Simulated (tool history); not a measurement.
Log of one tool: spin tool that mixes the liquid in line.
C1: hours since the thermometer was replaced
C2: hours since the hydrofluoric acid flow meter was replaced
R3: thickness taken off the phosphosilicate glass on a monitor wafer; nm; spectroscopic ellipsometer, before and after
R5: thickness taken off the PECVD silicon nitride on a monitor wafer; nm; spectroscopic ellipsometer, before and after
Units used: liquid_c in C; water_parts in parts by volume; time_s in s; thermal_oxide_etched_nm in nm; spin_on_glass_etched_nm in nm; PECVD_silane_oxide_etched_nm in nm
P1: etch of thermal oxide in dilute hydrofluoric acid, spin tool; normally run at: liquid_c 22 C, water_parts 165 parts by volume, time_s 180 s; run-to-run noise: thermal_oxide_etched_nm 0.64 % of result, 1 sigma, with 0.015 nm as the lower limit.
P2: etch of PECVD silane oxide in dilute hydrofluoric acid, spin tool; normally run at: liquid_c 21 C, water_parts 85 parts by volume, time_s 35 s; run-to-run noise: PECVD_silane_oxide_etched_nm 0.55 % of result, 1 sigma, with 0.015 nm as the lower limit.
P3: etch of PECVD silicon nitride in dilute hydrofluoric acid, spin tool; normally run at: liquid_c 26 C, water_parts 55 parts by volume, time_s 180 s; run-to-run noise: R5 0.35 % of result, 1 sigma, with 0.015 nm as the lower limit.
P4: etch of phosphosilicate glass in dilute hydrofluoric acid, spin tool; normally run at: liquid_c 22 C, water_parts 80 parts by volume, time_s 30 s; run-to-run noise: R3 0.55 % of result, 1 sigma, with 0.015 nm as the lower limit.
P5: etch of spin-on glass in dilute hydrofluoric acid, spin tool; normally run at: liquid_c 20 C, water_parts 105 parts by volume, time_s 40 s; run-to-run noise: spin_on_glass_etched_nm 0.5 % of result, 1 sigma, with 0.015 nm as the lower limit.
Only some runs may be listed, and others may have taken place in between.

run 1 day=0.371 | process=P1 liquid_c=22 water_parts=165 time_s=180 | C1=511 C2=909.2 | thermal_oxide_etched_nm=4.3007
run 2 day=0.817 | process=P1 liquid_c=17 water_parts=165 time_s=180 | C1=521.7 C2=919.9 | thermal_oxide_etched_nm=3.5548
run 3 day=1.412 | process=P5 liquid_c=20 water_parts=105 time_s=40 | C1=536 C2=934.2 | spin_on_glass_etched_nm=21.071
run 4 day=1.775 | process=P5 liquid_c=20 water_parts=105 time_s=40 | C1=544.7 C2=942.9 | spin_on_glass_etched_nm=20.942
run 5 day=2.283 | process=P4 liquid_c=17 water_parts=80 time_s=30 | C1=556.9 C2=955.1 | R3=35.884
run 6 day=2.742 | process=P2 liquid_c=26.5 water_parts=85 time_s=35 | C1=567.9 C2=966.1 | PECVD_silane_oxide_etched_nm=10.365
run 7 day=3.125 | process=P1 liquid_c=22 water_parts=230 time_s=180 | C1=577.1 C2=975.3 | thermal_oxide_etched_nm=2.9088
run 8 day=3.662 | process=P2 liquid_c=21 water_parts=25 time_s=35 | C1=590 C2=988.2 | PECVD_silane_oxide_etched_nm=30.574
run 9 day=4.004 | process=P1 liquid_c=22 water_parts=165 time_s=335 | C1=598.2 C2=996.4 | thermal_oxide_etched_nm=8.104
run 10 day=4.333 | process=P2 liquid_c=21 water_parts=85 time_s=35 | C1=606.1 C2=1004.3 | PECVD_silane_oxide_etched_nm=8.4065
run 11 day=4.892 | process=P1 liquid_c=22 water_parts=165 time_s=180 | C1=619.5 C2=1017.7 | thermal_oxide_etched_nm=4.3244
run 12 day=5.192 | process=P1 liquid_c=22 water_parts=95 time_s=180 | C1=626.7 C2=1024.9 | thermal_oxide_etched_nm=8.1804
run 13 day=5.671 | process=P1 liquid_c=26.5 water_parts=265 time_s=180 | C1=638.2 C2=1036.4 | thermal_oxide_etched_nm=2.8476
run 14 day=6.2 | process=P3 liquid_c=26 water_parts=55 time_s=180 | C1=650.9 C2=1049.1 | R5=11.411
run 15 day=6.538 | process=P1 liquid_c=22 water_parts=165 time_s=180 | C1=659 C2=1057.2 | thermal_oxide_etched_nm=4.3718
run 16 day=6.854 | process=P4 liquid_c=22 water_parts=80 time_s=60 | C1=666.6 C2=1064.8 | R3=88.244
run 17 day=7.25 | process=P4 liquid_c=22 water_parts=20 time_s=30 | C1=676.1 C2=1074.3 | R3=191.11
run 18 day=7.538 | process=P3 liquid_c=26 water_parts=55 time_s=15 | C1=683 C2=1081.2 | R5=0.92991
run 19 day=8.05 | process=P2 liquid_c=21 water_parts=85 time_s=15 | C1=695.3 C2=1093.5 | PECVD_silane_oxide_etched_nm=3.5923
run 20 day=8.6 | process=P5 liquid_c=20 water_parts=175 time_s=40 | C1=708.5 C2=1106.7 | spin_on_glass_etched_nm=11.713
run 21 day=9.021 | process=P1 liquid_c=22 water_parts=165 time_s=15 | C1=718.6 C2=1116.8 | thermal_oxide_etched_nm=0.35841
run 22 day=9.575 | process=P1 liquid_c=28 water_parts=55 time_s=180 | C1=731.9 C2=1130.1 | thermal_oxide_etched_nm=18.893
run 23 day=10.125 | process=P5 liquid_c=20 water_parts=105 time_s=70 | C1=745.1 C2=1143.3 | spin_on_glass_etched_nm=36.671
run 24 day=10.542 | process=P3 liquid_c=26 water_parts=55 time_s=180 | C1=755.1 C2=1153.3 | R5=11.335

Run 25 has not been measured yet. What should we expect?
run 25 day=10.888 | process=P1 liquid_c=22 water_parts=165 time_s=180 | C1=763.4 C2=1161.6 | thermal_oxide_etched_nm=?

thermal_oxide_etched_nm: 4.3907 nm

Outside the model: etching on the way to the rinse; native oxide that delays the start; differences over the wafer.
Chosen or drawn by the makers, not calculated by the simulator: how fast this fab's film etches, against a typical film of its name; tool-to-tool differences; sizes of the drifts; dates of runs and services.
